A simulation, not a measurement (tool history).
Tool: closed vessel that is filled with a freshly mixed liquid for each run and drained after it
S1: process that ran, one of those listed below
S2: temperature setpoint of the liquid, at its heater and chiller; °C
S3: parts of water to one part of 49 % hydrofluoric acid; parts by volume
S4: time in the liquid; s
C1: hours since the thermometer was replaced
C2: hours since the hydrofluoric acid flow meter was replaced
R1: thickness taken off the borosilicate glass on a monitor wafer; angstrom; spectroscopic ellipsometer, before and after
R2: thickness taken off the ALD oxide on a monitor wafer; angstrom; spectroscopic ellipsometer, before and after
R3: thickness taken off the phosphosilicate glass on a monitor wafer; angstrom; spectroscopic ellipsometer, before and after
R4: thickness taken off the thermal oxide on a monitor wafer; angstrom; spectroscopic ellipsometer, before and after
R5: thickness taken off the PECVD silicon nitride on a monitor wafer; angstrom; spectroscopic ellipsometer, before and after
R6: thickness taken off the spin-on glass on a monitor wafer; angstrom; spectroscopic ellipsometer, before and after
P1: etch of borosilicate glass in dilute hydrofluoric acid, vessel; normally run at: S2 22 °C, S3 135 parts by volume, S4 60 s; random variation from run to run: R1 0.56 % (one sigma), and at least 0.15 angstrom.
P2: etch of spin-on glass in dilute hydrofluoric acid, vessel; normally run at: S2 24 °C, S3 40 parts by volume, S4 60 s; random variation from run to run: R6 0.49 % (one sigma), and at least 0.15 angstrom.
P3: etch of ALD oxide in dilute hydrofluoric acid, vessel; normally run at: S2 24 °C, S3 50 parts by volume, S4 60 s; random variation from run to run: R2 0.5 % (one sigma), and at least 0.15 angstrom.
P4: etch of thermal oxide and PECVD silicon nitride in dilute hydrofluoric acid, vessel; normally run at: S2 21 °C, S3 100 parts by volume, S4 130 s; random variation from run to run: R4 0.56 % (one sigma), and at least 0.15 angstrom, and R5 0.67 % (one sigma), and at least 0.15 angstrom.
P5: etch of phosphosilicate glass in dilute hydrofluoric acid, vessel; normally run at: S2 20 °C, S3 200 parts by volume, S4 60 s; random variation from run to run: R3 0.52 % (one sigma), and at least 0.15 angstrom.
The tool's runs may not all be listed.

Run 1, hour 6.5: S1 P1, S2 22 °C, S3 135 parts by volume, S4 60 s; C1 430.9; C2 634.5. Result: R1 121.39 angstrom.
Run 2, hour 12.8: S1 P1, S2 22 °C, S3 135 parts by volume, S4 30 s; C1 437.2; C2 640.8. Result: R1 61.148 angstrom.
Run 3, hour 20.6: S1 P1, S2 22 °C, S3 135 parts by volume, S4 60 s; C1 445; C2 648.6. Result: R1 119.98 angstrom.
Run 4, hour 24.3: S1 P1, S2 22 °C, S3 250 parts by volume, S4 60 s; C1 448.7; C2 652.3. Result: R1 57.081 angstrom.
Run 5, hour 29.2: S1 P3, S2 24 °C, S3 50 parts by volume, S4 30 s; C1 453.6; C2 657.2. Result: R2 134.99 angstrom.
Run 6, hour 34.6: S1 P5, S2 20 °C, S3 365 parts by volume, S4 60 s; C1 459; C2 662.6. Result: R3 66.442 angstrom.
Run 7, hour 39.3: S1 P3, S2 24 °C, S3 50 parts by volume, S4 60 s; C1 463.7; C2 667.3. Result: R2 264.92 angstrom.
Run 8, hour 45.7: S1 P5, S2 20 °C, S3 200 parts by volume, S4 30 s; C1 470.1; C2 673.7. Result: R3 70.554 angstrom.
Run 9, hour 50.8: S1 P4, S2 21 °C, S3 100 parts by volume, S4 130 s; C1 475.2; C2 678.8. Result: R4 54.175 angstrom, R5 31.345 angstrom.
Run 10, hour 55.4: S1 P1, S2 22 °C, S3 135 parts by volume, S4 60 s; C1 479.8; C2 683.4. Result: R1 122.25 angstrom.
Run 11, hour 59.2: S1 P4, S2 21 °C, S3 100 parts by volume, S4 250 s; C1 483.6; C2 687.2. Result: R4 103.89 angstrom, R5 60.93 angstrom.
Run 12, hour 64.3: S1 P1, S2 22 °C, S3 135 parts by volume, S4 60 s; C1 488.7; C2 692.3. Result: R1 120.54 angstrom.
Run 13, hour 67.9: S1 P4, S2 21 °C, S3 100 parts by volume, S4 130 s; C1 492.3; C2 695.9. Result: R4 54.352 angstrom, R5 31.234 angstrom.
At hour 70.6: thermometer replaced.
Run 14, hour 74.4: S1 P1, S2 22 °C, S3 135 parts by volume, S4 60 s; C1 3.8; C2 702.4. Result: R1 120.18 angstrom.
Run 15, hour 81.8: S1 P3, S2 24 °C, S3 90 parts by volume, S4 60 s; C1 11.2; C2 709.8. Result: R2 139.61 angstrom.
Run 16, hour 89.3: S1 P4, S2 21 °C, S3 60 parts by volume, S4 130 s; C1 18.7; C2 717.3. Result: R4 94.58 angstrom, R5 51.788 angstrom.
Run 17, hour 95.1: S1 P5, S2 17 °C, S3 200 parts by volume, S4 60 s; C1 24.5; C2 723.1. Result: R3 124.73 angstrom.
Run 18, hour 100.4: S1 P2, S2 24 °C, S3 40 parts by volume, S4 60 s; C1 29.8; C2 728.4. Result: R6 541.64 angstrom.
Run 19, hour 105.7: S1 P5, S2 20 °C, S3 200 parts by volume, S4 60 s; C1 35.1; C2 733.7. Result: R3 140.62 angstrom.
Run 20, hour 110.3: S1 P1, S2 22 °C, S3 135 parts by volume, S4 115 s; C1 39.7; C2 738.3. Result: R1 235.17 angstrom.
Run 21, hour 118: S1 P2, S2 24 °C, S3 40 parts by volume, S4 90 s; C1 47.4; C2 746. Result: R6 801.48 angstrom.
Run 22, hour 124.8: S1 P2, S2 17 °C, S3 40 parts by volume, S4 60 s; C1 54.2; C2 752.8. Result: R6 398.15 angstrom.
Run 23, hour 129.2: S1 P1, S2 17 °C, S3 135 parts by volume, S4 60 s; C1 58.6; C2 757.2. Result: R1 99.222 angstrom.
Run 24, hour 135.9: S1 P1, S2 22 °C, S3 65 parts by volume, S4 100 s; C1 65.3; C2 763.9. Result: R1 456.51 angstrom.
Run 25, hour 141.4: S1 P1, S2 22 °C, S3 30 parts by volume, S4 60 s; C1 70.8; C2 769.4. Result: R1 618.43 angstrom.
Run 26, hour 147.2: S1 P3, S2 31 °C, S3 50 parts by volume, S4 60 s; C1 76.6; C2 775.2. Result: R2 350.77 angstrom.
Run 27, hour 154.8: S1 P1, S2 28.5 °C, S3 135 parts by volume, S4 60 s; C1 84.2; C2 782.8. Result: R1 156 angstrom.
Run 28, hour 159.1: S1 P2, S2 24 °C, S3 65 parts by volume, S4 60 s; C1 88.5; C2 787.1. Result: R6 318.82 angstrom.
Run 29, hour 162.7: S1 P4, S2 17 °C, S3 100 parts by volume, S4 130 s; C1 92.1; C2 790.7. Result: R4 46.063 angstrom, R5 23.794 angstrom.
Run 30, hour 168.2: S1 P1, S2 22 °C, S3 135 parts by volume, S4 60 s; C1 97.6; C2 796.2. Result: R1 121.53 angstrom.
Run 31, hour 173.6: S1 P1, S2 22 °C, S3 135 parts by volume, S4 60 s; C1 103; C2 801.6. Result: R1 117.85 angstrom.
Run 32, hour 177.9: S1 P1, S2 22 °C, S3 135 parts by volume, S4 60 s; C1 107.3; C2 805.9. Result: R1 116.59 angstrom.
Run 33, hour 182.2: S1 P1, S2 22 °C, S3 135 parts by volume, S4 60 s; C1 111.6; C2 810.2. Result: R1 116.66 angstrom.
Run 34, hour 186.9: S1 P1, S2 22 °C, S3 135 parts by volume, S4 60 s; C1 116.3; C2 814.9. Result: R1 115.12 angstrom.
Run 35, hour 191.8: S1 P1, S2 22 °C, S3 135 parts by volume, S4 60 s; C1 121.2; C2 819.8. Result: R1 113.04 angstrom.
Run 36, hour 199.1: S1 P1, S2 22 °C, S3 135 parts by volume, S4 60 s; C1 128.5; C2 827.1. Result: R1 114.03 angstrom.
Run 37, hour 204.1: S1 P1, S2 22 °C, S3 135 parts by volume, S4 60 s; C1 133.5; C2 832.1. Result: R1 114.6 angstrom.

What P1 gives has crept away from where it was. These 2 causes fit the log equally well, each at the size given:
A: hydrofluoric acid flow below the setpoint (%) = 4.72
B: liquid colder than its thermometer reads (K) = 1.41
The creep began at about hour 168.2.

4 check runs are offered, each on 2 wafers whose results are averaged, their results left as question marks. Which one tells the causes apart?
Run check 1, hour 209.1: S1 P4, S2 21 °C, S3 100 parts by volume, S4 130 s. Result: R4 ?, R5 ?.
Run check 2, hour 209.1: S1 P3, S2 24 °C, S3 50 parts by volume, S4 60 s. Result: R2 ?.
Run check 3, hour 209.1: S1 P2, S2 24 °C, S3 40 parts by volume, S4 60 s. Result: R6 ?.
Run check 4, hour 209.1: S1 P5, S2 20 °C, S3 200 parts by volume, S4 60 s. Result: R3 ?.

What each check would give under each cause:
  check  result    if A    if B
check 1      R4  51.219  51.025
check 1      R5  29.729  28.323
check 2      R2  252.94  251.26
check 3      R6  511.84  507.83
check 4      R3  132.94  133.37
How far apart the two closest causes lie, in the result that separates them most: check 1 4.85 %; check 2 0.67 %; check 3 0.79 %; check 4 0.32 %
Check 1 tells the causes apart: in the others they would give nearly the same result.

Check 1 was then run and gave: R4 50.891 angstrom; R5 28.264 angstrom. Which cause is it?

It is B: liquid colder than its thermometer reads (K).

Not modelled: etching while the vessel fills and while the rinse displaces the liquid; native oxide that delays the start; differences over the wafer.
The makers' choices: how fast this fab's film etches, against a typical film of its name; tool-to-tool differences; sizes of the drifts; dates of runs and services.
